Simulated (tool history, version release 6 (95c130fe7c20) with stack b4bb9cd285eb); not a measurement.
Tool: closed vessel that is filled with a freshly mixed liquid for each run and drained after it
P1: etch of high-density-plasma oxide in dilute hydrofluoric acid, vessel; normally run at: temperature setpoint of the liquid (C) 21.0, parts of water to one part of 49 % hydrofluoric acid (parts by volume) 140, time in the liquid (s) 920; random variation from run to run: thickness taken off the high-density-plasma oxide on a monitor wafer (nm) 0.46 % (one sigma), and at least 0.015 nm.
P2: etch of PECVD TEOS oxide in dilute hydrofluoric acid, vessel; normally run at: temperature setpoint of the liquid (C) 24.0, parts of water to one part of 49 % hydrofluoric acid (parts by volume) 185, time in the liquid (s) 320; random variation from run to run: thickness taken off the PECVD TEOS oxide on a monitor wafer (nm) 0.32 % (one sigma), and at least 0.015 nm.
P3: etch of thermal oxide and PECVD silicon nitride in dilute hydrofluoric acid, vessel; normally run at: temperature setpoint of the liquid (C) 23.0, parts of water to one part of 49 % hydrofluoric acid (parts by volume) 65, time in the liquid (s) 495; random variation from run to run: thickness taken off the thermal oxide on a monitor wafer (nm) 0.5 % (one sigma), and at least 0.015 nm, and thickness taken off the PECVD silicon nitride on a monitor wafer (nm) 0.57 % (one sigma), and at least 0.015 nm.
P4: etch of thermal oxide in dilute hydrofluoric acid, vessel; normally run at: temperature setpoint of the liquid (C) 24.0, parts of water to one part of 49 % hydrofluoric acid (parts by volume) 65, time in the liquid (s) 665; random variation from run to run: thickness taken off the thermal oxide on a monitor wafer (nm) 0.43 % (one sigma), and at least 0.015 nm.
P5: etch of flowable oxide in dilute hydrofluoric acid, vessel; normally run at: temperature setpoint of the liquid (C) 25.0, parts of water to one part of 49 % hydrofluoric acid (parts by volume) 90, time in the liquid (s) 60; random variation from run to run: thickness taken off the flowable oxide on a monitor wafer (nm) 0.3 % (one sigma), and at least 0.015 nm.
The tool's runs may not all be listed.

run,day,process that ran,temperature setpoint of the liquid (C),parts of water to one part of 49 % hydrofluoric acid (parts by volume),time in the liquid (s),thickness taken off the high-density-plasma oxide on a monitor wafer (nm),thickness taken off the thermal oxide on a monitor wafer (nm),thickness taken off the flowable oxide on a monitor wafer (nm),thickness taken off the PECVD silicon nitride on a monitor wafer (nm),thickness taken off the PECVD TEOS oxide on a monitor wafer (nm)
1,0.171,P1,21.0,140,920,27.864,,,,
2,0.350,P4,24.0,65,665,,49.168,,,
3,0.446,P4,24.0,65,1165,,86.879,,,
4,0.667,P1,25.0,65,920,77.333,,,,
5,0.854,P1,21.0,140,920,28.101,,,,
6,1.042,P1,21.0,140,1680,50.931,,,,
7,1.175,P1,17.0,140,920,23.913,,,,
8,1.292,P5,25.0,90,60,,,27.713,,
9,1.471,P1,21.0,140,920,28.274,,,,
10,1.642,P5,25.0,25,60,,,108.610,,
11,1.858,P1,21.0,65,920,65.477,,,,
12,2.067,P3,23.0,105,495,,21.912,,7.670,
13,2.196,P2,24.0,115,320,,,,,38.999
14,2.329,P4,24.0,45,665,,72.961,,,
15,2.438,P2,24.0,185,180,,,,,12.538
16,2.625,P2,24.0,185,320,,,,,22.455
17,2.738,P3,23.0,65,495,,37.239,,12.478,
18,2.879,P1,21.0,140,470,14.320,,,,
19,3.029,P1,27.0,140,920,35.622,,,,
20,3.171,P5,25.0,90,85,,,39.122,,
21,3.333,P2,24.0,185,320,,,,,22.367
# day 3.425: thermometer replaced
22,3.550,P5,19.0,90,60,,,21.758,,
23,3.679,P3,27.0,65,495,,43.811,,16.208,
24,3.800,P3,23.0,65,740,,55.789,,18.331,
25,4.000,P1,21.0,215,920,16.857,,,,
26,4.183,P1,21.0,140,920,28.090,,,,
27,4.329,P1,21.0,140,920,28.167,,,,
28,4.479,P1,21.0,140,920,28.110,,,,
29,4.700,P1,21.0,140,920,28.070,,,,
30,4.804,P4,17.5,65,665,,37.777,,,
31,4.929,P2,18.0,185,320,,,,,17.661
32,5.125,P1,21.0,140,920,27.997,,,,
33,5.300,P1,21.0,140,920,27.231,,,,
34,5.454,P1,21.0,140,920,26.657,,,,
35,5.567,P1,21.0,140,920,26.495,,,,
36,5.779,P1,21.0,140,920,26.507,,,,
37,5.883,P1,21.0,140,920,26.367,,,,
38,5.996,P1,21.0,140,920,25.999,,,,
39,6.171,P1,21.0,140,920,26.154,,,,
40,6.275,P1,21.0,140,920,26.279,,,,
41,6.392,P1,21.0,140,920,26.095,,,,
42,6.562,P1,21.0,140,920,26.057,,,,

What P1 gives has crept away from where it was. These 2 causes fit the log equally well, each at the size given:
A: liquid colder than its thermometer reads (K) = 1.79
B: hydrofluoric acid flow below the setpoint (%) = 5.98
The creep began at about day 5.125.

4 check runs are offered, one wafer each, their results left as question marks. Which one tells the causes apart?
check 1,6.733,P4,24.0,65,665,,?,,,
check 2,6.733,P5,25.0,90,60,,,?,,
check 3,6.733,P3,23.0,65,495,,?,,?,
check 4,6.733,P2,24.0,185,320,,,,,?

What each check would give under each cause:
check,result,if A,if B
check 1,thickness taken off the thermal oxide on a monitor wafer (nm),45.908,46.203
check 2,thickness taken off the flowable oxide on a monitor wafer (nm),25.807,25.871
check 3,thickness taken off the thermal oxide on a monitor wafer (nm),34.783,35.032
check 3,thickness taken off the PECVD silicon nitride on a monitor wafer (nm),10.915,11.604
check 4,thickness taken off the PECVD TEOS oxide on a monitor wafer (nm),20.892,20.747
How far apart the two closest causes lie, in the result that separates them most: check 1 0.64 %; check 2 0.25 %; check 3 6.12 %; check 4 0.7 %
Check 3 tells the causes apart: in the others they would give nearly the same result.

Check 3 was then run and gave: thickness taken off the thermal oxide on a monitor wafer (nm) 35.052; thickness taken off the PECVD silicon nitride on a monitor wafer (nm) 10.939. Which cause is it?

It is A: liquid colder than its thermometer reads (K).

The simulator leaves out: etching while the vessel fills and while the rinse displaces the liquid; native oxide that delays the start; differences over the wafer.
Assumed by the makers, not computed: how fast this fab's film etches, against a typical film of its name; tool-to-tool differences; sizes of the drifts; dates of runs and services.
